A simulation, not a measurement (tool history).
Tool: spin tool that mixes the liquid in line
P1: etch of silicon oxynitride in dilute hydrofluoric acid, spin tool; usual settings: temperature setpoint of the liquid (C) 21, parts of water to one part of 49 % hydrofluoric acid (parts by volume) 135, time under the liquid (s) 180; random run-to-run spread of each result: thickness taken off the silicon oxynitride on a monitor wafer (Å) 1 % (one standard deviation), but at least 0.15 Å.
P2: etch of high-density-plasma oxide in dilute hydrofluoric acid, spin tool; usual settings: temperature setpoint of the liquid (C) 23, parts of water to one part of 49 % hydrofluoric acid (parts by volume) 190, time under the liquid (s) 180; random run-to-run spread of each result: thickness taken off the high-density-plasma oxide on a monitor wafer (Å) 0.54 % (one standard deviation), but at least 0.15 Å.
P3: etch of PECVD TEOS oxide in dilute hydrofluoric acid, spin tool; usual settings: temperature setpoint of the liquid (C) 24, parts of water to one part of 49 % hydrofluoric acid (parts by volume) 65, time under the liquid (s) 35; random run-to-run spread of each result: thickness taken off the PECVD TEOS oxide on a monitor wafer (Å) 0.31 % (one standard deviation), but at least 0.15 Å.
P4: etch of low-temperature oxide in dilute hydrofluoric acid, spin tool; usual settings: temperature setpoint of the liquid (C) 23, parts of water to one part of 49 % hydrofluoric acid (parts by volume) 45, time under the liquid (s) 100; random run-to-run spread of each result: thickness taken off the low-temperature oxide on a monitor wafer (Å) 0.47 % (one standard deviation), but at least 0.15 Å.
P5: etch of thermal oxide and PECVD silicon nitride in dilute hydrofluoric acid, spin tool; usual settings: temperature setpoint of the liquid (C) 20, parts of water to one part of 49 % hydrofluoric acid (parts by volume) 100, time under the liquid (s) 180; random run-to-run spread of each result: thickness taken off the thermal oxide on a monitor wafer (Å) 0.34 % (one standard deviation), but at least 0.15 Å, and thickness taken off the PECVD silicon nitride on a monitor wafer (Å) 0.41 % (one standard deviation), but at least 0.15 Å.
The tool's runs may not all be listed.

| run | hour | process that ran | temperature setpoint of the liquid (C) | parts of water to one part of 49 % hydrofluoric acid (parts by volume) | time under the liquid (s) | thickness taken off the silicon oxynitride on a monitor wafer (Å) | thickness taken off the high-density-plasma oxide on a monitor wafer (Å) | thickness taken off the low-temperature oxide on a monitor wafer (Å) | thickness taken off the PECVD TEOS oxide on a monitor wafer (Å) | thickness taken off the thermal oxide on a monitor wafer (Å) | thickness taken off the PECVD silicon nitride on a monitor wafer (Å) |
|---|---|---|---|---|---|---|---|---|---|---|---|
| 1 | 13.7 | P1 | 21 | 135 | 180 | 24.823 |  |  |  |  |  |
| 2 | 22.1 | P2 | 23 | 55 | 180 |  | 183.68 |  |  |  |  |
| 3 | 37.6 | P1 | 17 | 135 | 180 | 20.557 |  |  |  |  |  |
| 4 | 51.3 | P4 | 23 | 45 | 100 |  |  | 435.9 |  |  |  |
| 5 | 64.4 | P2 | 31 | 190 | 180 |  | 60.899 |  |  |  |  |
| 6 | 80.2 | P1 | 21 | 135 | 180 | 25.471 |  |  |  |  |  |
| 7 | 88.5 | P4 | 19 | 45 | 100 |  |  | 367.41 |  |  |  |
| 8 | 101.4 | P4 | 23 | 20 | 100 |  |  | 1012 |  |  |  |
| 9 | 118.9 | P3 | 24 | 65 | 65 |  |  |  | 128.41 |  |  |
| 10 | 136.6 | P1 | 21 | 135 | 180 | 24.67 |  |  |  |  |  |
| 11 | 152.1 | P1 | 21 | 50 | 180 | 70.901 |  |  |  |  |  |
| 12 | 168.1 | P1 | 21 | 135 | 180 | 25.216 |  |  |  |  |  |
| 13 | 185.2 | P1 | 21 | 135 | 180 | 25.09 |  |  |  |  |  |
| 14 | 193.9 | P3 | 24 | 65 | 35 |  |  |  | 68.865 |  |  |
| 15 | 209.7 | P4 | 23 | 45 | 100 |  |  | 435.13 |  |  |  |
| 16 | 223.6 | P2 | 23 | 190 | 180 |  | 45.341 |  |  |  |  |
| 17 | 235.9 | P1 | 21 | 240 | 180 | 13.185 |  |  |  |  |  |
| 18 | 244.6 | P3 | 24 | 105 | 35 |  |  |  | 40.587 |  |  |
| 19 | 255.8 | P1 | 21 | 210 | 90 | 7.4474 |  |  |  |  |  |
| 20 | 272.6 | P5 | 20 | 100 | 180 |  |  |  |  | 69.024 | 57.767 |
| 21 | 289 | P5 | 20 | 100 | 180 |  |  |  |  | 68.844 | 57.824 |
| 22 | 298.6 | P2 | 23 | 190 | 295 |  | 74.313 |  |  |  |  |
| 23 | 314.9 | P5 | 20 | 100 | 15 |  |  |  |  | 5.7681 | 5.0789 |
|  | 319.1 | thermometer replaced |
| 24 | 331 | P4 | 23 | 45 | 35 |  |  | 151.65 |  |  |  |
| 25 | 342.5 | P1 | 21 | 135 | 55 | 7.4085 |  |  |  |  |  |
| 26 | 350.8 | P3 | 17 | 65 | 35 |  |  |  | 51.246 |  |  |
| 27 | 362.6 | P1 | 27.5 | 135 | 180 | 33.294 |  |  |  |  |  |
| 28 | 377.5 | P5 | 26 | 100 | 180 |  |  |  |  | 87.862 | 86.301 |
| 29 | 387.5 | P1 | 25.5 | 135 | 280 | 47.663 |  |  |  |  |  |
| 30 | 399.1 | P1 | 21 | 135 | 180 | 25.309 |  |  |  |  |  |
| 31 | 416.3 | P2 | 23 | 190 | 180 |  | 45.515 |  |  |  |  |
| 32 | 430.9 | P1 | 21 | 135 | 320 | 44.527 |  |  |  |  |  |
| 33 | 444 | P5 | 20 | 20 | 180 |  |  |  |  | 379.19 | 273.06 |
| 34 | 454.9 | P1 | 21 | 135 | 180 | 25.029 |  |  |  |  |  |
| 35 | 464.6 | P1 | 21 | 135 | 180 | 23.773 |  |  |  |  |  |
| 36 | 477.1 | P1 | 21 | 135 | 180 | 22.597 |  |  |  |  |  |
| 37 | 493.9 | P1 | 21 | 135 | 180 | 22.189 |  |  |  |  |  |
| 38 | 502.1 | P1 | 21 | 135 | 180 | 22.394 |  |  |  |  |  |
| 39 | 520.2 | P1 | 21 | 135 | 180 | 22.302 |  |  |  |  |  |
| 40 | 528.2 | P1 | 21 | 135 | 180 | 22.405 |  |  |  |  |  |

The output of P1 has drifted from where it used to be. Each of the 2 causes below, taken at the size shown beside it, accounts for the log equally well:
A: hydrofluoric acid flow below the setpoint (%) = 8.92
B: liquid colder than its thermometer reads (K) = 2.15
The gradual shift began around hour 454.9.

Of the 4 check runs listed below, each run on one wafer and each result written as a question mark, which would let you distinguish the listed causes because they would give clearly different results?
| check 1 | 536.2 | P4 | 23 | 25 | 50 |  |  | ? |  |  |  |
| check 2 | 536.2 | P5 | 20 | 65 | 90 |  |  |  |  | ? | ? |
| check 3 | 536.2 | P3 | 17 | 65 | 35 |  |  |  | ? |  |  |
| check 4 | 536.2 | P2 | 23 | 70 | 250 |  | ? |  |  |  |  |

Check results expected under each cause:
| check | result | if A | if B |
|---|---|---|---|
| check 1 | thickness taken off the low-temperature oxide on a monitor wafer (Å) | 364.52 | 366.34 |
| check 2 | thickness taken off the thermal oxide on a monitor wafer (Å) | 49.927 | 50.417 |
| check 2 | thickness taken off the PECVD silicon nitride on a monitor wafer (Å) | 40.073 | 37.796 |
| check 3 | thickness taken off the PECVD TEOS oxide on a monitor wafer (Å) | 46.39 | 46.716 |
| check 4 | thickness taken off the high-density-plasma oxide on a monitor wafer (Å) | 177.55 | 179.96 |
How far apart the two closest causes lie, in the result that separates them most: check 1 0.5 %; check 2 5.85 %; check 3 0.7 %; check 4 1.34 %
Only check 2 tells the causes apart: in the others they would give nearly the same result.

Then check 2 was run and gave: thickness taken off the thermal oxide on a monitor wafer (Å) 49.731; thickness taken off the PECVD silicon nitride on a monitor wafer (Å) 39.994. Which cause is it?

Of the candidate causes, it is A: hydrofluoric acid flow below the setpoint (%).

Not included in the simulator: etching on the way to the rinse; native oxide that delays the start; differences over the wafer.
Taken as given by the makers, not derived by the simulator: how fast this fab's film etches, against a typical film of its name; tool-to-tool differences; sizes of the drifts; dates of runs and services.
